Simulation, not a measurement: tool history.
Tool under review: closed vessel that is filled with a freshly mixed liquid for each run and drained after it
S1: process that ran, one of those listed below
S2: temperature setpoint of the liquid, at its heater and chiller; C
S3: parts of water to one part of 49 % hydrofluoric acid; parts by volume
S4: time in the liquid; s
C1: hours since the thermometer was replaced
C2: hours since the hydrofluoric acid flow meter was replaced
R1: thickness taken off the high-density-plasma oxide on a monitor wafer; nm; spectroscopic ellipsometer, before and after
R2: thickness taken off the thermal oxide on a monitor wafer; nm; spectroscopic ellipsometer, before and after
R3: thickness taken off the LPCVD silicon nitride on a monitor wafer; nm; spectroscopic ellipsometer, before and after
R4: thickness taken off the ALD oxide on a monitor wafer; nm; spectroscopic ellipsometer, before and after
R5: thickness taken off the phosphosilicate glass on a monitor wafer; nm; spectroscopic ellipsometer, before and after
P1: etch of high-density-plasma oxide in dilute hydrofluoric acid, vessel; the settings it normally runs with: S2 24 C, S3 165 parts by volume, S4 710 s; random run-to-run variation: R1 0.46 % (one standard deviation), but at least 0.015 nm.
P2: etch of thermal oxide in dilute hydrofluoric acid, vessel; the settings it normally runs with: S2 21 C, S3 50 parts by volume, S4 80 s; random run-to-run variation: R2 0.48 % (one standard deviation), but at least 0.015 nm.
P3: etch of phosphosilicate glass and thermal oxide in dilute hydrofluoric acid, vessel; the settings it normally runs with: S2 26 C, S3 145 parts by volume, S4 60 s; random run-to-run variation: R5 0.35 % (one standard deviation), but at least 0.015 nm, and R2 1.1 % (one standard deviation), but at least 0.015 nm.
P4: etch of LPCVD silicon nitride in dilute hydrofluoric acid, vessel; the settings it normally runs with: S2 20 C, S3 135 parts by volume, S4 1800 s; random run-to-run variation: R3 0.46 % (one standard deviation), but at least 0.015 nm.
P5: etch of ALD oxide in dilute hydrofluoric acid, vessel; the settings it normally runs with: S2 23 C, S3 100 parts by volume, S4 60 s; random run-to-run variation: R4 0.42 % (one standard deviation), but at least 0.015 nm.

run,day,S1,S2,S3,S4,C1,C2,R1,R2,R3,R4,R5
1,0.471,P1,24,165,710,457.7,388.2,24.545,,,,
2,0.8,P1,24,165,710,465.6,396.1,24.764,,,,
3,1.096,P2,21,50,80,472.7,403.2,,6.8183,,,
4,1.617,P1,30,165,710,485.2,415.7,30.868,,,,
5,2.162,P4,20,135,550,498.3,428.8,,,1.3815,,
6,2.617,P4,20,80,1800,509.2,439.7,,,7.6385,,
7,3.1,P5,30.5,100,60,520.8,451.3,,,,24.885,
8,3.558,P1,24,165,710,531.8,462.3,24.742,,,,
9,3.838,P1,24,165,710,538.5,469,24.544,,,,
10,4.075,P3,26,145,60,544.2,474.7,,2.0813,,,64.575
11,4.367,P3,26,145,60,551.2,481.7,,2.1089,,,64.76
12,4.65,P2,21,90,80,558,488.5,,3.5881,,,
# day 4.762: hydrofluoric acid flow meter replaced
13,5.133,P1,17,290,710,569.6,9,9.5174,,,,
14,5.392,P3,26,215,60,575.8,15.2,,1.3135,,,40.274
15,5.912,P3,26,145,30,588.3,27.7,,1.0362,,,32.348
16,6.167,P1,24,165,1290,594.4,33.8,44.96,,,,
17,6.467,P1,24,165,710,601.6,41,24.694,,,,
18,6.775,P2,21,50,80,609,48.4,,6.8144,,,
19,7.312,P2,17,50,80,621.9,61.3,,5.6868,,,
20,7.712,P1,24,280,360,631.5,70.9,6.5273,,,,
21,8.129,P1,24,295,710,641.5,80.9,12.023,,,,
22,8.667,P1,24,95,410,654.4,93.8,26.614,,,,
23,8.954,P1,24,40,710,661.3,100.7,118.13,,,,
24,9.425,P5,23,165,60,672.6,112,,,,10.498,
25,9.762,P4,20,135,1800,680.7,120.1,,,4.5529,,
26,10.238,P5,23,100,120,692.1,131.5,,,,37.311,
27,10.704,P1,24,165,710,703.3,142.7,24.769,,,,
28,11.188,P1,24,165,710,714.9,154.3,24.57,,,,
29,11.612,P2,21,50,30,725.1,164.5,,2.5279,,,
30,11.967,P3,34,145,60,733.6,173,,2.792,,,86.482
31,12.317,P1,24,165,270,742,181.4,9.3251,,,,
32,12.654,P4,20,135,1800,750.1,189.5,,,4.5371,,
33,13.042,P4,17,135,1800,759.4,198.8,,,3.7365,,
34,13.288,P5,23,100,60,765.3,204.7,,,,18.601,
35,13.717,P1,20,165,710,775.6,215,20.977,,,,
36,14.05,P1,24,165,710,783.6,223,24.542,,,,
37,14.554,P1,24,165,710,795.7,235.1,23.86,,,,
38,14.792,P1,24,165,710,801.4,240.8,23.626,,,,
39,15.317,P1,24,165,710,814,253.4,23.219,,,,
40,15.746,P1,24,165,710,824.3,263.7,23.118,,,,
41,16.188,P1,24,165,710,834.9,274.3,23.09,,,,
42,16.708,P1,24,165,710,847.4,286.8,22.966,,,,
43,17.142,P1,24,165,710,857.8,297.2,23.105,,,,
44,17.638,P1,24,165,710,869.7,309.1,22.781,,,,
45,18.058,P1,24,165,710,879.8,319.2,22.78,,,,
46,18.308,P1,24,165,710,885.8,325.2,22.801,,,,
47,18.604,P1,24,165,710,892.9,332.3,22.573,,,,

P1 no longer gives what it gave before; its output has crept away from where it was. The following 2 causes, each at its listed size, fit the log equally well:
A: liquid colder than its thermometer reads (K) = 2.01
B: hydrofluoric acid flow below the setpoint (%) = 6.25
At approximately day 14.05, the process output began to creep.

Each of the 4 check runs below uses one wafer; its results are left as question marks. Which run tells the causes apart?
check 1,18.9,P2,21,90,80,,,,?,,,
check 2,18.9,P5,30,100,60,,,,,,?,
check 3,18.9,P3,34,145,35,,,,?,,,?
check 4,18.9,P4,17,135,1800,,,,,?,,

What each check would give under each cause:
check,result,if A,if B
check 1,R2,3.3111,3.3498
check 2,R4,22.686,22.734
check 3,R2,1.5081,1.496
check 3,R5,47.028,46.65
check 4,R3,3.2339,3.4944
How far apart the two closest causes lie, in the result that separates them most: check 1 1.16 %; check 2 0.21 %; check 3 0.81 %; check 4 7.75 %
The other checks would show nearly matching results whichever cause is true, so check 4 is the only one that separates the causes.

With check 4 done, the readings were: R3 3.2268 nm. Identify which of the listed causes applies.

It was cause A: liquid colder than its thermometer reads (K).

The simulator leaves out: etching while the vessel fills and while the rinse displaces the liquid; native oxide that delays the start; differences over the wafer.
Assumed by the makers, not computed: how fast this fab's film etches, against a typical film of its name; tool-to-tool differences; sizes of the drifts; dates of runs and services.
